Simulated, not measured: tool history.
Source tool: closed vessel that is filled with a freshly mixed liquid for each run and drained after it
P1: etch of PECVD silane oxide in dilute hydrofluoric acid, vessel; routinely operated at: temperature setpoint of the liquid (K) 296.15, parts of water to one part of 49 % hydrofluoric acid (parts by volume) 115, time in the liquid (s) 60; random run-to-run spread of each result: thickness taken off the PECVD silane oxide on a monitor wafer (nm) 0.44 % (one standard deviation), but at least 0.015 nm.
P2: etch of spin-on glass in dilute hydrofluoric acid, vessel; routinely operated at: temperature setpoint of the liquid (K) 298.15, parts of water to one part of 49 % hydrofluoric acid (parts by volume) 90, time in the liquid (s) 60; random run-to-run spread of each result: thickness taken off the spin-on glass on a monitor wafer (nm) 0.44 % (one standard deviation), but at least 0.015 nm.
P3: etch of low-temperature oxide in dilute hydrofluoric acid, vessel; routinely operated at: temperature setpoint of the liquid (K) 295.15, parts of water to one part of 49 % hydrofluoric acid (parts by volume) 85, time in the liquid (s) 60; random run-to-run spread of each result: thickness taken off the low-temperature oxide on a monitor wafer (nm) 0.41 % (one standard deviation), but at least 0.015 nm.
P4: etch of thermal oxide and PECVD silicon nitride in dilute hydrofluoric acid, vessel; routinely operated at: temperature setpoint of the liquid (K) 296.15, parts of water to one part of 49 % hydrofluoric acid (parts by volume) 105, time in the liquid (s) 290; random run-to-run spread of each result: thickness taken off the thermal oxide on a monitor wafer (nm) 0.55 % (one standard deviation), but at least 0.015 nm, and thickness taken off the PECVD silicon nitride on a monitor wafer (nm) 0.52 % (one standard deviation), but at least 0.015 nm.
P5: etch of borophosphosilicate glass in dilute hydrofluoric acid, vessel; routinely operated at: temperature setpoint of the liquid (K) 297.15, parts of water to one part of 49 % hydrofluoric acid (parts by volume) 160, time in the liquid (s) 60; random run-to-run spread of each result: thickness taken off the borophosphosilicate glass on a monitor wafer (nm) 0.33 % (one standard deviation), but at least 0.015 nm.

run    day  process that ran  temperature setpoint of the liquid (K)  parts of water to one part of 49 % hydrofluoric acid (parts by volume)  time in the liquid (s)  hours since the thermometer was replaced  hours since the hydrofluoric acid flow meter was replaced  thickness taken off the PECVD silane oxide on a monitor wafer (nm)  thickness taken off the low-temperature oxide on a monitor wafer (nm)  thickness taken off the thermal oxide on a monitor wafer (nm)  thickness taken off the PECVD silicon nitride on a monitor wafer (nm)  thickness taken off the borophosphosilicate glass on a monitor wafer (nm)  thickness taken off the spin-on glass on a monitor wafer (nm)
  1  0.171                P1                                  296.15                                                                     115                      60                                    2062.2                                                      570.6                                                              12.297
  2  0.362                P3                                  302.15                                                                      85                      60                                    2066.8                                                      575.2                                                                                                                                     10.124
  3  0.475                P4                                  301.65                                                                     105                     290                                    2069.5                                                      577.9                                                                                                                                                                                                    15.174                                                                 13.926
  4  0.683                P5                                  297.15                                                                     160                      60                                    2074.5                                                      582.9                                                                                                                                                                                                                                                                                                                                                      26.155
  5  0.829                P1                                  296.15                                                                     115                      60                                      2078                                                      586.4                                                               12.36
  6  1.021                P4                                  296.15                                                                      40                     290                                    2082.6                                                        591                                                                                                                                                                                                    35.222                                                                 24.991
  7  1.192                P3                                  295.15                                                                      85                      60                                    2086.7                                                      595.1                                                                                                                                     7.6359
  8  1.354                P2                                  298.15                                                                      90                      60                                    2090.6                                                        599                                                                                                                                                                                                                                                                                                                                                                                                                     27.599
  9  1.596                P1                                  296.15                                                                     190                      60                                    2096.4                                                      604.8                                                              6.8137
 10  1.792                P2                                  298.15                                                                     160                      60                                    2101.1                                                      609.5                                                                                                                                                                                                                                                                                                                                                                                                                     14.137
 11  2.033                P2                                  298.15                                                                      90                      60                                    2106.9                                                      615.3                                                                                                                                                                                                                                                                                                                                                                                                                      27.38
 12  2.154                P1                                  296.15                                                                     115                      60                                    2109.8                                                      618.2                                                              12.249
 13  2.267                P4                                  296.15                                                                     105                      30                                    2112.5                                                      620.9                                                                                                                                                                                                     1.257                                                                0.99861
 14  2.479                P5                                  297.15                                                                     160                      30                                    2117.6                                                        626                                                                                                                                                                                                                                                                                                                                                      13.077
 15  2.675                P2                                  298.15                                                                      90                      30                                    2122.3                                                      630.7                                                                                                                                                                                                                                                                                                                                                                                                                     13.689
 16  2.862                P1                                  296.15                                                                     115                      30                                    2126.8                                                      635.2                                                              6.1414
 17  2.988                P1                                  290.15                                                                     160                      60                                    2129.8                                                      638.2                                                              6.6189
 18  3.104                P1                                  296.15                                                                      55                      60                                    2132.6                                                        641                                                              27.434
 19  3.308                P1                                  300.15                                                                     115                     105                                    2137.5                                                      645.9                                                              25.129
 20  3.442                P2                                  303.15                                                                      90                      60                                    2140.7                                                      649.1                                                                                                                                                                                                                                                                                                                                                                                                                     33.496
 21  3.558                P3                                  295.15                                                                      85                     105                                    2143.5                                                      651.9                                                                                                                                     13.462
 22  3.792                P5                                  297.15                                                                      35                      60                                    2149.1                                                      657.5                                                                                                                                                                                                                                                                                                                                                      139.32
 23  3.996                P1                                  296.15                                                                     115                      60                                      2154                                                      662.4                                                              12.323
 24  4.121                P5                                  293.65                                                                     160                      60                                      2157                                                      665.4                                                                                                                                                                                                                                                                                                                                                       22.79
 25  4.267                P1                                  291.15                                                                     115                      60                                    2160.5                                                      668.9                                                              10.052
 26  4.425                P3                                  295.15                                                                      40                      60                                    2164.3                                                      672.7                                                                                                                                     17.185
 27  4.583                P4                                  296.15                                                                     105                     290                                    2168.1                                                      676.5                                                                                                                                                                                                    12.321                                                                  9.694
 28  4.754                P1                                  300.65                                                                     115                      60                                    2172.2                                                      680.6                                                              14.587
 29  4.892                P1                                  296.15                                                                     115                      60                                    2175.5                                                      683.9                                                              12.388
 30  5.038                P1                                  296.15                                                                     115                     110                                      2179                                                      687.4                                                              22.567
 31  5.254                P1                                  296.15                                                                     115                      60                                    2184.2                                                      692.6                                                              12.272
 32  5.467                P1                                  296.15                                                                     115                      60                                    2189.3                                                      697.7                                                              12.757
 33  5.683                P1                                  296.15                                                                     115                      60                                    2194.5                                                      702.9                                                              13.118
 34  5.929                P1                                  296.15                                                                     115                      60                                    2200.4                                                      708.8                                                              13.249
 35  6.138                P1                                  296.15                                                                     115                      60                                    2205.4                                                      713.8                                                              13.319
 36  6.292                P1                                  296.15                                                                     115                      60                                    2209.1                                                      717.5                                                              13.216
 37  6.458                P1                                  296.15                                                                     115                      60                                    2213.1                                                      721.5                                                              13.529
 38  6.671                P1                                  296.15                                                                     115                      60                                    2218.2                                                      726.6                                                               13.38
 39  6.783                P1                                  296.15                                                                     115                      60                                    2220.9                                                      729.3                                                               13.38

The log shows P1 creeping away from where it was. Any of the 2 causes listed here, at the size stated for it, fits the log just as well as the others:
A: liquid hotter than its thermometer reads (K) = 2.17
B: hydrofluoric acid flow above the setpoint (%) = 7.79
At approximately day 5.254, the process output began to creep.

Consider the 4 check runs below, whose results appear as question marks and each of which averages 2 wafers. Which one distinguishes the causes, in that each cause would give it a clearly different result?
check 1  6.896                P5                                  297.15                                                                      95                      60                                                                                                                                                                                                                                                                                                                                                                                                                                                                ?
check 2  6.896                P2                                  298.15                                                                     155                      60                                                                                                                                                                                                                                                                                                                                                                                                                                                                                                                               ?
check 3  6.896                P4                                  300.15                                                                     105                      30                                                                                                                                                                                                                                                                                                              ?                                                                      ?
check 4  6.896                P3                                  300.15                                                                      85                     100                                                                                                                                                                                                                                               ?

Outcome of each check run for each possible cause:
  check                                                                     result    if A    if B
check 1  thickness taken off the borophosphosilicate glass on a monitor wafer (nm)  51.777  51.682
check 2              thickness taken off the spin-on glass on a monitor wafer (nm)  15.972  16.088
check 3              thickness taken off the thermal oxide on a monitor wafer (nm)  1.6099   1.614
check 3      thickness taken off the PECVD silicon nitride on a monitor wafer (nm)  1.5022  1.4102
check 4      thickness taken off the low-temperature oxide on a monitor wafer (nm)  16.877  16.868
Gap, in per cent, between the two causes that each check separates least, read from the result that separates them most: check 1 0.18 %; check 2 0.72 %; check 3 6.32 %; check 4 0.05 %
Check 3 distinguishes between the causes, while the remaining checks would return nearly the same result for all of them.

The results of check 3 are: thickness taken off the thermal oxide on a monitor wafer (nm) 1.5973; thickness taken off the PECVD silicon nitride on a monitor wafer (nm) 1.5118. Based on these, which of the listed causes is it?

A is the cause: liquid hotter than its thermometer reads (K).
